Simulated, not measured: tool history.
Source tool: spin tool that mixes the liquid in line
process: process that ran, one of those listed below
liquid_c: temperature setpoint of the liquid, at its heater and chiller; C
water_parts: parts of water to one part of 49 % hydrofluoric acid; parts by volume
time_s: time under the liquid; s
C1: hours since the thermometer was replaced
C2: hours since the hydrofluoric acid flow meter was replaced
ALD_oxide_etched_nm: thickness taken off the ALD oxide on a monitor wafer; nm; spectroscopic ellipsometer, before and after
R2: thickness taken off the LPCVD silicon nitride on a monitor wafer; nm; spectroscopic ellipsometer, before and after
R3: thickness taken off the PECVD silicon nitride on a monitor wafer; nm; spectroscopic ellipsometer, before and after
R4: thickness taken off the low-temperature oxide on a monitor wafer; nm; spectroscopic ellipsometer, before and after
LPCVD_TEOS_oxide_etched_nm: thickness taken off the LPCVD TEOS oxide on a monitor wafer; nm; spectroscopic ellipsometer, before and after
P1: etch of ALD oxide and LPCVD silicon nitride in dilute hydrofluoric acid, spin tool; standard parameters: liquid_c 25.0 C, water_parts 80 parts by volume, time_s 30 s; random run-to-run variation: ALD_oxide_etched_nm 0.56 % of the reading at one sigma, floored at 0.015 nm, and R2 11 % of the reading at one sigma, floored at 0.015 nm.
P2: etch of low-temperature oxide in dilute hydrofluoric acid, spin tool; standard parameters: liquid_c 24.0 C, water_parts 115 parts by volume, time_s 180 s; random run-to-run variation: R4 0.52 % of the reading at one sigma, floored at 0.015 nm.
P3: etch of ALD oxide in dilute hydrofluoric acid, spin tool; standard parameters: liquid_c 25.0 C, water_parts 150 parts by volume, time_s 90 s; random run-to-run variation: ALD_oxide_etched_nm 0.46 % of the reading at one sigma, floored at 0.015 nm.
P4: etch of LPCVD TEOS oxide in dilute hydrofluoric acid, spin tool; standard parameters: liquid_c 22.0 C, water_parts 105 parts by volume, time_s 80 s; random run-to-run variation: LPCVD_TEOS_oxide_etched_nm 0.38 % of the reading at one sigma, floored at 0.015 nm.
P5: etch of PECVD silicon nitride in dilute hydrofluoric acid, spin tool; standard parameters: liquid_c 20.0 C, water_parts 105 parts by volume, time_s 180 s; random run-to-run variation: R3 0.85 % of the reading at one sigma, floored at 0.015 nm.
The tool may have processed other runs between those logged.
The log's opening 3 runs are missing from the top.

Run 4, hour 31.7: process P5, liquid_c 25.0 C, water_parts 105 parts by volume, time_s 180 s; C1 331.0; C2 1488.3. Result: R3 3.1775 nm.
Run 5, hour 37.1: process P1, liquid_c 25.0 C, water_parts 140 parts by volume, time_s 15 s; C1 336.4; C2 1493.7. Result: ALD_oxide_etched_nm 2.3424 nm, R2 0.065533 nm.
Run 6, hour 42.2: process P1, liquid_c 25.0 C, water_parts 80 parts by volume, time_s 30 s; C1 341.5; C2 1498.8. Result: ALD_oxide_etched_nm 8.9115 nm, R2 0.175160 nm.
Run 7, hour 50.6: process P2, liquid_c 24.0 C, water_parts 55 parts by volume, time_s 180 s; C1 349.9; C2 1507.2. Result: R4 40.943 nm.
At hour 55.0: hydrofluoric acid flow meter replaced.
Run 8, hour 58.7: process P2, liquid_c 24.0 C, water_parts 115 parts by volume, time_s 180 s; C1 358.0; C2 3.8. Result: R4 18.208 nm.
Run 9, hour 66.8: process P1, liquid_c 25.0 C, water_parts 80 parts by volume, time_s 30 s; C1 366.1; C2 11.9. Result: ALD_oxide_etched_nm 8.8784 nm, R2 0.202770 nm.
Run 10, hour 71.4: process P4, liquid_c 22.0 C, water_parts 105 parts by volume, time_s 80 s; C1 370.7; C2 16.5. Result: LPCVD_TEOS_oxide_etched_nm 11.7930 nm.
Run 11, hour 81.9: process P5, liquid_c 20.0 C, water_parts 55 parts by volume, time_s 180 s; C1 381.2; C2 27.0. Result: R3 4.3621 nm.
Run 12, hour 92.3: process P2, liquid_c 24.0 C, water_parts 115 parts by volume, time_s 180 s; C1 391.6; C2 37.4. Result: R4 18.279 nm.
Run 13, hour 98.1: process P1, liquid_c 25.0 C, water_parts 140 parts by volume, time_s 30 s; C1 397.4; C2 43.2. Result: ALD_oxide_etched_nm 4.7112 nm, R2 0.136790 nm.
Run 14, hour 106.8: process P3, liquid_c 25.0 C, water_parts 150 parts by volume, time_s 90 s; C1 406.1; C2 51.9. Result: ALD_oxide_etched_nm 13.0140 nm.
Run 15, hour 111.6: process P5, liquid_c 20.0 C, water_parts 105 parts by volume, time_s 180 s; C1 410.9; C2 56.7. Result: R3 2.2509 nm.
Run 16, hour 116.3: process P4, liquid_c 22.0 C, water_parts 105 parts by volume, time_s 15 s; C1 415.6; C2 61.4. Result: LPCVD_TEOS_oxide_etched_nm 2.2070 nm.
Run 17, hour 124.2: process P2, liquid_c 19.5 C, water_parts 115 parts by volume, time_s 180 s; C1 423.5; C2 69.3. Result: R4 15.261 nm.
Run 18, hour 133.4: process P4, liquid_c 22.0 C, water_parts 175 parts by volume, time_s 80 s; C1 432.7; C2 78.5. Result: LPCVD_TEOS_oxide_etched_nm 6.5772 nm.

Forecast run 19:
Run 19, hour 140.2: process P1, liquid_c 25.0 C, water_parts 80 parts by volume, time_s 60 s; C1 439.5; C2 85.3. Result: ALD_oxide_etched_nm ?, R2 ?.

{"run 19": {"ALD_oxide_etched_nm": 17.76, "R2": 0.38909}}
